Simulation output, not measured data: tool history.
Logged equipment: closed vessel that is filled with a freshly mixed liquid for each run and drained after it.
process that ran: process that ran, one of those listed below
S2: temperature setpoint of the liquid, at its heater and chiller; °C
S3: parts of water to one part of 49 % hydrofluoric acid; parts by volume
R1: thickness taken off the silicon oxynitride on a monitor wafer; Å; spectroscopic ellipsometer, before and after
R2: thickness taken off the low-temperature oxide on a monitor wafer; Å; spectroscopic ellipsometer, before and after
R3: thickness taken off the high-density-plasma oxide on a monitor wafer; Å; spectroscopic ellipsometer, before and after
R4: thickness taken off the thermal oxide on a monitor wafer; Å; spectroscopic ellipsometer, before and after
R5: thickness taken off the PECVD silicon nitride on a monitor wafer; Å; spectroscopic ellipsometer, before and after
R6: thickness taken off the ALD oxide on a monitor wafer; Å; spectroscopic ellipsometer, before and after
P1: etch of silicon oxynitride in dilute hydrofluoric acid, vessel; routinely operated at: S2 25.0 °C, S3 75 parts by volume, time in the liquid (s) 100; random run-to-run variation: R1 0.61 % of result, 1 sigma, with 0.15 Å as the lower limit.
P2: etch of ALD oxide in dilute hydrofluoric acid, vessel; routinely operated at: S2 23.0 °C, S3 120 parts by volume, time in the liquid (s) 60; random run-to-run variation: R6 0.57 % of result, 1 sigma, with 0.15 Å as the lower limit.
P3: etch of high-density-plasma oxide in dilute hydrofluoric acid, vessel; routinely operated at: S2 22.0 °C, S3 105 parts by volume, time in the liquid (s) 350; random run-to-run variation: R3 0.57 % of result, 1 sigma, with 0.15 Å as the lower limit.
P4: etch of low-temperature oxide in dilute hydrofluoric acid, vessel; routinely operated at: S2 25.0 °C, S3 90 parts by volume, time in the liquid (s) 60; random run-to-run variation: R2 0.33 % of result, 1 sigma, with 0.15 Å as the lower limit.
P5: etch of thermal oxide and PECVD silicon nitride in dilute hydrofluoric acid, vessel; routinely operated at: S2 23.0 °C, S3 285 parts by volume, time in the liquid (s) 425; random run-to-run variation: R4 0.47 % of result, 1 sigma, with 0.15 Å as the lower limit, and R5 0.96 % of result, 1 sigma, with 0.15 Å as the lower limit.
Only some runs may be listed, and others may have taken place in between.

run 1 hour=15.8 | process_that_ran=P1 S2=25.0 S3=75 time_in_the_liquid_(s)=100 | R1=39.050
run 2 hour=24.0 | process_that_ran=P1 S2=25.0 S3=75 time_in_the_liquid_(s)=100 | R1=39.345
run 3 hour=40.0 | process_that_ran=P1 S2=25.0 S3=125 time_in_the_liquid_(s)=100 | R1=22.541
run 4 hour=49.8 | process_that_ran=P4 S2=25.0 S3=90 time_in_the_liquid_(s)=60 | R2=125.270
run 5 hour=65.1 | process_that_ran=P3 S2=17.0 S3=105 time_in_the_liquid_(s)=350 | R3=176.300
run 6 hour=76.2 | process_that_ran=P1 S2=25.0 S3=75 time_in_the_liquid_(s)=30 | R1=12.055
run 7 hour=85.3 | process_that_ran=P1 S2=25.0 S3=75 time_in_the_liquid_(s)=145 | R1=56.583
run 8 hour=101.1 | process_that_ran=P1 S2=25.0 S3=40 time_in_the_liquid_(s)=100 | R1=76.367
run 9 hour=113.4 | process_that_ran=P1 S2=25.0 S3=75 time_in_the_liquid_(s)=100 | R1=39.391
run 10 hour=126.3 | process_that_ran=P3 S2=22.0 S3=105 time_in_the_liquid_(s)=350 | R3=218.330
run 11 hour=142.8 | process_that_ran=P5 S2=23.0 S3=470 time_in_the_liquid_(s)=425 | R4=28.782 R5=14.571
run 12 hour=158.1 | process_that_ran=P2 S2=23.0 S3=120 time_in_the_liquid_(s)=60 | R6=119.650
run 13 hour=173.3 | process_that_ran=P5 S2=23.0 S3=285 time_in_the_liquid_(s)=425 | R4=55.387 R5=23.357
run 14 hour=185.3 | process_that_ran=P5 S2=23.0 S3=285 time_in_the_liquid_(s)=425 | R4=55.357 R5=24.476
run 15 hour=201.0 | process_that_ran=P1 S2=30.5 S3=75 time_in_the_liquid_(s)=100 | R1=50.171
run 16 hour=214.2 | process_that_ran=P1 S2=20.5 S3=75 time_in_the_liquid_(s)=100 | R1=32.042
run 17 hour=222.2 | process_that_ran=P4 S2=25.0 S3=20 time_in_the_liquid_(s)=60 | R2=618.380
run 18 hour=239.7 | process_that_ran=P4 S2=25.0 S3=90 time_in_the_liquid_(s)=60 | R2=125.010
run 19 hour=255.3 | process_that_ran=P2 S2=29.5 S3=120 time_in_the_liquid_(s)=60 | R6=152.360
run 20 hour=264.6 | process_that_ran=P1 S2=25.0 S3=25 time_in_the_liquid_(s)=35 | R1=42.727
run 21 hour=278.6 | process_that_ran=P1 S2=25.0 S3=75 time_in_the_liquid_(s)=100 | R1=39.266
run 22 hour=294.9 | process_that_ran=P1 S2=25.0 S3=75 time_in_the_liquid_(s)=100 | R1=39.096
run 23 hour=312.4 | process_that_ran=P4 S2=18.5 S3=90 time_in_the_liquid_(s)=60 | R2=95.824
run 24 hour=325.9 | process_that_ran=P2 S2=23.0 S3=25 time_in_the_liquid_(s)=60 | R6=642.220
run 25 hour=343.3 | process_that_ran=P5 S2=23.0 S3=285 time_in_the_liquid_(s)=205 | R4=27.049 R5=11.686
run 26 hour=352.9 | process_that_ran=P3 S2=22.0 S3=30 time_in_the_liquid_(s)=350 | R3=836.280
run 27 hour=365.1 | process_that_ran=P4 S2=25.0 S3=90 time_in_the_liquid_(s)=110 | R2=228.260
run 28 hour=380.4 | process_that_ran=P5 S2=31.0 S3=285 time_in_the_liquid_(s)=425 | R4=72.534 R5=38.801
run 29 hour=390.4 | process_that_ran=P3 S2=22.0 S3=105 time_in_the_liquid_(s)=30 | R3=18.548
run 30 hour=401.5 | process_that_ran=P2 S2=23.0 S3=120 time_in_the_liquid_(s)=35 | R6=69.734
run 31 hour=411.9 | process_that_ran=P1 S2=25.0 S3=75 time_in_the_liquid_(s)=100 | R1=39.627
run 32 hour=425.3 | process_that_ran=P1 S2=25.0 S3=75 time_in_the_liquid_(s)=100 | R1=37.749
run 33 hour=438.5 | process_that_ran=P1 S2=25.0 S3=75 time_in_the_liquid_(s)=100 | R1=36.817
run 34 hour=447.4 | process_that_ran=P1 S2=25.0 S3=75 time_in_the_liquid_(s)=100 | R1=36.855
run 35 hour=460.5 | process_that_ran=P1 S2=25.0 S3=75 time_in_the_liquid_(s)=100 | R1=36.612
run 36 hour=476.3 | process_that_ran=P1 S2=25.0 S3=75 time_in_the_liquid_(s)=100 | R1=36.293
run 37 hour=486.3 | process_that_ran=P1 S2=25.0 S3=75 time_in_the_liquid_(s)=100 | R1=36.385

Compared with where it was, what P1 gives has crept away. Each cause listed below fits the log as well as the rest, at the size given for it:
A: liquid colder than its thermometer reads (K) = 1.57
B: hydrofluoric acid flow below the setpoint (%) = 6.79
At approximately hour 411.9, the process output began to creep.

Each of the check runs listed below is run on 2 wafers and reports their average, with the results left as question marks. Pick the one under which the possible causes would lead to clearly different results.
run check 1 hour=496.3 | process_that_ran=P5 S2=23.0 S3=460 time_in_the_liquid_(s)=425 | R4=? R5=?
run check 2 hour=496.3 | process_that_ran=P4 S2=18.5 S3=25 time_in_the_liquid_(s)=60 | R2=?
run check 3 hour=496.3 | process_that_ran=P3 S2=22.0 S3=35 time_in_the_liquid_(s)=350 | R3=?
run check 4 hour=496.3 | process_that_ran=P2 S2=28.5 S3=30 time_in_the_liquid_(s)=60 | R6=?

What every check run would give for each of its results, assuming each possible cause in turn:
check=check_1 result=R4 if_A=28.053 if_B=26.770
check=check_1 result=R5 if_A=13.743 if_B=14.075
check=check_2 result=R2 if_A=346.350 if_B=345.210
check=check_3 result=R3 if_A=668.310 if_B=663.800
check=check_4 result=R6 if_A=629.920 if_B=623.740
Minimum pairwise separation of causes per check, each pair taken at its best-separating result: check 1 4.68 %; check 2 0.33 %; check 3 0.68 %; check 4 0.99 %
Only check 1 tells the causes apart: in the others they would give nearly the same result.

Check 1 has now been run. It gave: R4 26.940 Å; R5 14.074 Å. Which of the candidate causes is it?

B is the cause: hydrofluoric acid flow below the setpoint (%).

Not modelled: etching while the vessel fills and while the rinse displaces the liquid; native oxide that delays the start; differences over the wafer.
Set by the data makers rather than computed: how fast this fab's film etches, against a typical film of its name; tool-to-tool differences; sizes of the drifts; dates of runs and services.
